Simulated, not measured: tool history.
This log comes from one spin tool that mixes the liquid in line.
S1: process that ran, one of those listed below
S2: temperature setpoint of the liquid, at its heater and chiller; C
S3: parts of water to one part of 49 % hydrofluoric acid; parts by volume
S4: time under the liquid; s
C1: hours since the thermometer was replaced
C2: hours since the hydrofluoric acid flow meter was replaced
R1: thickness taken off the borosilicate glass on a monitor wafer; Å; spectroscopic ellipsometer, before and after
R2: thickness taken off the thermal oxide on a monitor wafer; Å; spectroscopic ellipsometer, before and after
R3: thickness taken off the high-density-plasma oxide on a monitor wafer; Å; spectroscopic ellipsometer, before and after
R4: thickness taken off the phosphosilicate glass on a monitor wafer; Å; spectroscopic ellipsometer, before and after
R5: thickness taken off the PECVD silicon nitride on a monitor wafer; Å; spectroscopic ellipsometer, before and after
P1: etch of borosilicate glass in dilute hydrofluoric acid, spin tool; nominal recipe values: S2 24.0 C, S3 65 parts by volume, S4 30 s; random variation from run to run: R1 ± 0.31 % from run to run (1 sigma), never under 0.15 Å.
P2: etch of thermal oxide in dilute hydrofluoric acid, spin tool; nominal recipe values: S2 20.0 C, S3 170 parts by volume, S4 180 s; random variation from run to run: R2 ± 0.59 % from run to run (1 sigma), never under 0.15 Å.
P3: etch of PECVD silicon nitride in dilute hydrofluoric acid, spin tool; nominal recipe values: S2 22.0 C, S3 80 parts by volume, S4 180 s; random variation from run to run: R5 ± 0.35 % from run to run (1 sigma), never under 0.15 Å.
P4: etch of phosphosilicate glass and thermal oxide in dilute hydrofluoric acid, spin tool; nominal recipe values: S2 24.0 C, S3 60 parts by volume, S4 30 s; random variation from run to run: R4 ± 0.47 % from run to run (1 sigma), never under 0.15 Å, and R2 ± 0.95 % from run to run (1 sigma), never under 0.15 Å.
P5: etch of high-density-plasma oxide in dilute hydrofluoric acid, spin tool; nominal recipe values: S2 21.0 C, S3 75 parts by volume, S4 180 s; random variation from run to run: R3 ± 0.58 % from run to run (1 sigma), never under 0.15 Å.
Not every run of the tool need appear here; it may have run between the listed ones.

run,day,S1,S2,S3,S4,C1,C2,R1,R2,R3,R4,R5
1,0.300,P1,24.0,65,30,173.6,195.1,150.780,,,,
2,0.525,P2,20.0,170,180,179.0,200.5,,39.077,,,
3,0.846,P5,27.0,75,180,186.7,208.2,,,141.160,,
4,1.029,P1,24.0,95,30,191.1,212.6,98.827,,,,
5,1.371,P1,24.0,65,50,199.3,220.8,250.920,,,,
6,1.600,P1,24.0,65,30,204.8,226.3,150.880,,,,
7,1.875,P1,24.0,105,60,211.4,232.9,176.410,,,,
8,2.221,P5,21.0,125,180,219.7,241.2,,,63.149,,
9,2.562,P1,24.0,65,30,227.9,249.4,150.670,,,,
10,2.729,P5,21.0,75,365,231.9,253.4,,,225.800,,
11,2.967,P4,24.0,60,50,237.6,259.1,,41.373,,920.70,
12,3.133,P1,30.5,65,15,241.6,263.1,97.733,,,,
13,3.404,P1,24.0,65,15,248.1,269.6,75.780,,,,
14,3.708,P1,24.0,65,30,255.4,276.9,150.480,,,,
15,3.950,P1,24.0,65,30,261.2,282.7,150.960,,,,
16,4.275,P3,17.0,80,180,269.0,290.5,,,,,41.169
17,4.533,P1,24.0,65,30,275.2,296.7,149.740,,,,
18,4.721,P2,20.0,40,180,279.7,301.2,,189.600,,,
19,5.004,P1,24.0,35,30,286.5,308.0,291.750,,,,
20,5.342,P4,24.0,60,30,294.6,316.1,,24.068,,549.94,
21,5.533,P2,20.0,170,180,299.2,320.7,,39.017,,,
22,5.771,P1,18.5,65,30,304.9,326.4,120.010,,,,
23,6.108,P2,26.5,170,180,313.0,334.5,,49.609,,,
24,6.421,P5,21.0,75,180,320.5,342.0,,,111.790,,
25,6.621,P2,20.0,170,340,325.3,346.8,,74.971,,,
26,6.975,P3,22.0,80,180,333.8,355.3,,,,,58.055
27,7.304,P4,17.5,60,30,341.7,363.2,,18.542,,419.34,
28,7.538,P3,22.0,145,180,347.3,368.8,,,,,32.591

Run 29 comes next. What will it give?
29,7.817,P4,24.0,20,30,354.0,375.5,,?,,?,

Run 29 gave R2 76.810 Å, R4 1747.50 Å.
